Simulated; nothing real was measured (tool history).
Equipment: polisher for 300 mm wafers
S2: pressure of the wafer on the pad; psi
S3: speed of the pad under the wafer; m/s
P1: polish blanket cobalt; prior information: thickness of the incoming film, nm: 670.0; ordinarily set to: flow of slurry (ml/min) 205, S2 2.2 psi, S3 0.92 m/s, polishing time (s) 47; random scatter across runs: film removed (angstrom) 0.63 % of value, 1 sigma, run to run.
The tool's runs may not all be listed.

{"run": 1, "day": 0.517, "flow of slurry (ml/min)": 205, "S2": 2.2, "S3": 0.92, "polishing time (s)": 47, "film removed (angstrom)": 2517.1}
{"run": 2, "day": 1.1, "flow of slurry (ml/min)": 205, "S2": 2.2, "S3": 0.44, "polishing time (s)": 27, "film removed (angstrom)": 681.86}
{"run": 3, "day": 1.475, "flow of slurry (ml/min)": 125, "S2": 2.2, "S3": 0.92, "polishing time (s)": 47, "film removed (angstrom)": 2281.7}
{"run": 4, "day": 1.821, "flow of slurry (ml/min)": 205, "S2": 2.2, "S3": 1.36, "polishing time (s)": 47, "film removed (angstrom)": 3712.1}
{"run": 5, "day": 2.221, "flow of slurry (ml/min)": 205, "S2": 1, "S3": 0.92, "polishing time (s)": 47, "film removed (angstrom)": 1136.5}
{"run": 6, "day": 2.512, "flow of slurry (ml/min)": 300, "S2": 2.2, "S3": 0.7, "polishing time (s)": 47, "film removed (angstrom)": 1956.4}
{"run": 7, "day": 2.792, "flow of slurry (ml/min)": 205, "S2": 2.2, "S3": 0.92, "polishing time (s)": 47, "film removed (angstrom)": 2482.8}
{"run": 8, "day": 3.217, "flow of slurry (ml/min)": 205, "S2": 2.2, "S3": 0.92, "polishing time (s)": 47, "film removed (angstrom)": 2469.8}
{"run": 9, "day": 3.808, "flow of slurry (ml/min)": 205, "S2": 2.2, "S3": 0.92, "polishing time (s)": 23, "film removed (angstrom)": 1216.3}
{"run": 10, "day": 4.2, "flow of slurry (ml/min)": 205, "S2": 2.2, "S3": 0.92, "polishing time (s)": 66, "film removed (angstrom)": 3535.7}
{"run": 11, "day": 4.529, "flow of slurry (ml/min)": 280, "S2": 2.2, "S3": 0.92, "polishing time (s)": 47, "film removed (angstrom)": 2590.7}
{"run": 12, "day": 5.025, "flow of slurry (ml/min)": 205, "S2": 3.1, "S3": 0.92, "polishing time (s)": 47, "film removed (angstrom)": 3491.9}
{"run": 13, "day": 5.617, "flow of slurry (ml/min)": 205, "S2": 2.2, "S3": 0.92, "polishing time (s)": 47, "film removed (angstrom)": 2483}
{"run": 14, "day": 6.125, "flow of slurry (ml/min)": 205, "S2": 2.2, "S3": 0.42, "polishing time (s)": 47, "film removed (angstrom)": 1135.4}

Predict the results of run 15:
{"run": 15, "day": 6.738, "flow of slurry (ml/min)": 205, "S2": 2.2, "S3": 0.92, "polishing time (s)": 47, "film removed (angstrom)": "?"}

{"run 15": {"film removed (angstrom)": 2477.8}}
